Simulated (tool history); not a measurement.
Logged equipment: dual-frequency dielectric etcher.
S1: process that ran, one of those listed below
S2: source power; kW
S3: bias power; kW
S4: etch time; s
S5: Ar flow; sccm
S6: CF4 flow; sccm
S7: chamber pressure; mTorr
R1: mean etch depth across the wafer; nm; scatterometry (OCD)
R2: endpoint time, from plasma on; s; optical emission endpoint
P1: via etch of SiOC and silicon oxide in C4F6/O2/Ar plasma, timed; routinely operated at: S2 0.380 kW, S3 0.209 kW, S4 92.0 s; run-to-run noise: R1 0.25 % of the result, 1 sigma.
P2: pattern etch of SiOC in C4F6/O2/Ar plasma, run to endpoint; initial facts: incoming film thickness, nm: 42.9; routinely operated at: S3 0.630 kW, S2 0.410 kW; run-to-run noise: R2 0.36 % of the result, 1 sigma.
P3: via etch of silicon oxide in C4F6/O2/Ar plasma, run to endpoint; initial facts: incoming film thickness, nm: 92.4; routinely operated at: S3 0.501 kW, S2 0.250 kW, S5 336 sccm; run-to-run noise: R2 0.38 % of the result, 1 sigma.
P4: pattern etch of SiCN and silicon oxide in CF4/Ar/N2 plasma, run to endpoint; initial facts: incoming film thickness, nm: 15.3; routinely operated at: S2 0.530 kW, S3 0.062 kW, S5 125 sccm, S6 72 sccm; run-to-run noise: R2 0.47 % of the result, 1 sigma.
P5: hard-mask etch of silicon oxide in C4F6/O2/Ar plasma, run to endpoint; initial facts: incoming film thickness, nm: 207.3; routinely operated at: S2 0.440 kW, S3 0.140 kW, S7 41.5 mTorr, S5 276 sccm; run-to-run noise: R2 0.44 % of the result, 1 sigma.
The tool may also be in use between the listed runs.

| run | day | S1 | S2 | S3 | S4 | S5 | S6 | S7 | R1 | R2 |
|---|---|---|---|---|---|---|---|---|---|---|
| 1 | 0.221 | P1 | 0.380 | 0.209 | 92.0 |  |  |  | 107.220 |  |
| 2 | 0.612 | P4 | 0.530 | 0.062 |  | 125 | 72 |  |  | 16.456 |
| 3 | 1.062 | P1 | 0.380 | 0.209 | 92.0 |  |  |  | 106.840 |  |
| 4 | 1.475 | P1 | 0.500 | 0.209 | 92.0 |  |  |  | 119.100 |  |
| 5 | 1.675 | P5 | 0.440 | 0.140 |  | 276 |  | 41.5 |  | 68.445 |
| 6 | 2.008 | P1 | 0.240 | 0.209 | 92.0 |  |  |  | 89.681 |  |
| 7 | 2.375 | P4 | 0.530 | 0.062 |  | 152 | 72 |  |  | 17.177 |
|  | 2.412 | bias power generator calibrated |
| 8 | 2.604 | P1 | 0.380 | 0.258 | 92.0 |  |  |  | 115.070 |  |
| 9 | 2.900 | P1 | 0.380 | 0.209 | 92.0 |  |  |  | 106.890 |  |
| 10 | 3.188 | P1 | 0.380 | 0.209 | 133.5 |  |  |  | 155.630 |  |
| 11 | 3.600 | P4 | 0.530 | 0.086 |  | 125 | 72 |  |  | 14.833 |
| 12 | 3.875 | P1 | 0.380 | 0.138 | 92.0 |  |  |  | 93.812 |  |
| 13 | 4.158 | P1 | 0.380 | 0.292 | 114.5 |  |  |  | 148.720 |  |
| 14 | 4.446 | P1 | 0.380 | 0.209 | 92.0 |  |  |  | 106.190 |  |
| 15 | 4.679 | P2 | 0.410 | 0.630 |  |  |  |  |  | 13.046 |
| 16 | 4.879 | P1 | 0.380 | 0.209 | 92.0 |  |  |  | 106.770 |  |
| 17 | 5.296 | P3 | 0.250 | 0.501 |  | 204 |  |  |  | 23.387 |
| 18 | 5.546 | P5 | 0.440 | 0.140 |  | 375 |  | 41.5 |  | 71.193 |
| 19 | 5.933 | P3 | 0.320 | 0.501 |  | 336 |  |  |  | 22.529 |
| 20 | 6.229 | P3 | 0.250 | 0.601 |  | 336 |  |  |  | 23.090 |
| 21 | 6.579 | P1 | 0.380 | 0.209 | 59.0 |  |  |  | 68.514 |  |
| 22 | 7.008 | P2 | 0.410 | 0.848 |  |  |  |  |  | 11.727 |
| 23 | 7.400 | P5 | 0.440 | 0.140 |  | 276 |  | 54.0 |  | 71.029 |
| 24 | 7.604 | P5 | 0.550 | 0.140 |  | 276 |  | 41.5 |  | 62.707 |
| 25 | 7.862 | P4 | 0.530 | 0.062 |  | 125 | 101 |  |  | 15.446 |
| 26 | 8.079 | P1 | 0.310 | 0.209 | 131.5 |  |  |  | 141.340 |  |
| 27 | 8.388 | P3 | 0.250 | 0.501 |  | 336 |  |  |  | 24.675 |
| 28 | 8.717 | P5 | 0.440 | 0.093 |  | 276 |  | 41.5 |  | 78.077 |
| 29 | 9.108 | P4 | 0.350 | 0.062 |  | 125 | 72 |  |  | 23.792 |
|  | 9.121 | wet clean of the chamber |
| 30 | 9.508 | P1 | 0.380 | 0.209 | 92.0 |  |  |  | 106.810 |  |
| 31 | 9.892 | P2 | 0.560 | 0.630 |  |  |  |  |  | 11.637 |
| 32 | 10.292 | P1 | 0.380 | 0.209 | 92.0 |  |  |  | 106.690 |  |
| 33 | 10.596 | P1 | 0.380 | 0.209 | 92.0 |  |  |  | 106.150 |  |
| 34 | 10.908 | P1 | 0.380 | 0.209 | 92.0 |  |  |  | 106.140 |  |
| 35 | 11.125 | P1 | 0.380 | 0.209 | 92.0 |  |  |  | 105.200 |  |
| 36 | 11.442 | P1 | 0.380 | 0.209 | 92.0 |  |  |  | 105.420 |  |
| 37 | 11.667 | P1 | 0.380 | 0.209 | 92.0 |  |  |  | 105.710 |  |
| 38 | 11.929 | P1 | 0.380 | 0.209 | 92.0 |  |  |  | 105.910 |  |
| 39 | 12.262 | P1 | 0.380 | 0.209 | 92.0 |  |  |  | 104.790 |  |
|  | 12.550 | wet clean of the chamber |
| 40 | 12.588 | P1 | 0.380 | 0.209 | 92.0 |  |  |  | 104.900 |  |
| 41 | 12.925 | P1 | 0.380 | 0.209 | 92.0 |  |  |  | 105.180 |  |
| 42 | 13.296 | P1 | 0.380 | 0.209 | 92.0 |  |  |  | 105.410 |  |
| 43 | 13.567 | P1 | 0.380 | 0.209 | 92.0 |  |  |  | 105.250 |  |

Compared with where it was, what P1 gives has crept away. Each cause listed below fits the log as well as the rest, at the size given for it:
A: bias power that arrives under what is set, % = 4.63
B: source power that arrives under what is set, % = 4.02
Creep in the process output first set in at about day 10.292.
All other causes, with the reason each is excluded:
chamber walls in a state that lowers the etch rate, %: serviced at day 12.550, after the drift had started, without restoring the earlier output

The list below offers 4 check runs, each averaging the results of 3 wafers, and shows each result as a question mark. For which of them would the listed causes give clearly different results?
| check 1 | 13.838 | P2 | 0.410 | 0.630 |  |  |  |  |  | ? |
| check 2 | 13.838 | P4 | 0.530 | 0.062 |  | 125 | 72 |  |  | ? |
| check 3 | 13.838 | P3 | 0.250 | 0.501 |  | 336 |  |  |  | ? |
| check 4 | 13.838 | P5 | 0.440 | 0.140 |  | 276 |  | 41.5 |  | ? |

If the cause were each of the candidates in turn, the checks would give the following:
| check | result | if A | if B |
|---|---|---|---|
| check 1 | R2 | 13.275 | 13.233 |
| check 2 | R2 | 16.765 | 17.114 |
| check 3 | R2 | 25.119 | 25.042 |
| check 4 | R2 | 69.843 | 70.006 |
Distance between the nearest two causes, measured in the result of the check that separates them most: check 1 0.32 %; check 2 2.06 %; check 3 0.31 %; check 4 0.23 %
Only check 2 tells the causes apart: in the others they would give nearly the same result.

With check 2 done, the readings were: R2 16.698 s. Identify which of the listed causes applies.

A is the cause: bias power that arrives under what is set, %.
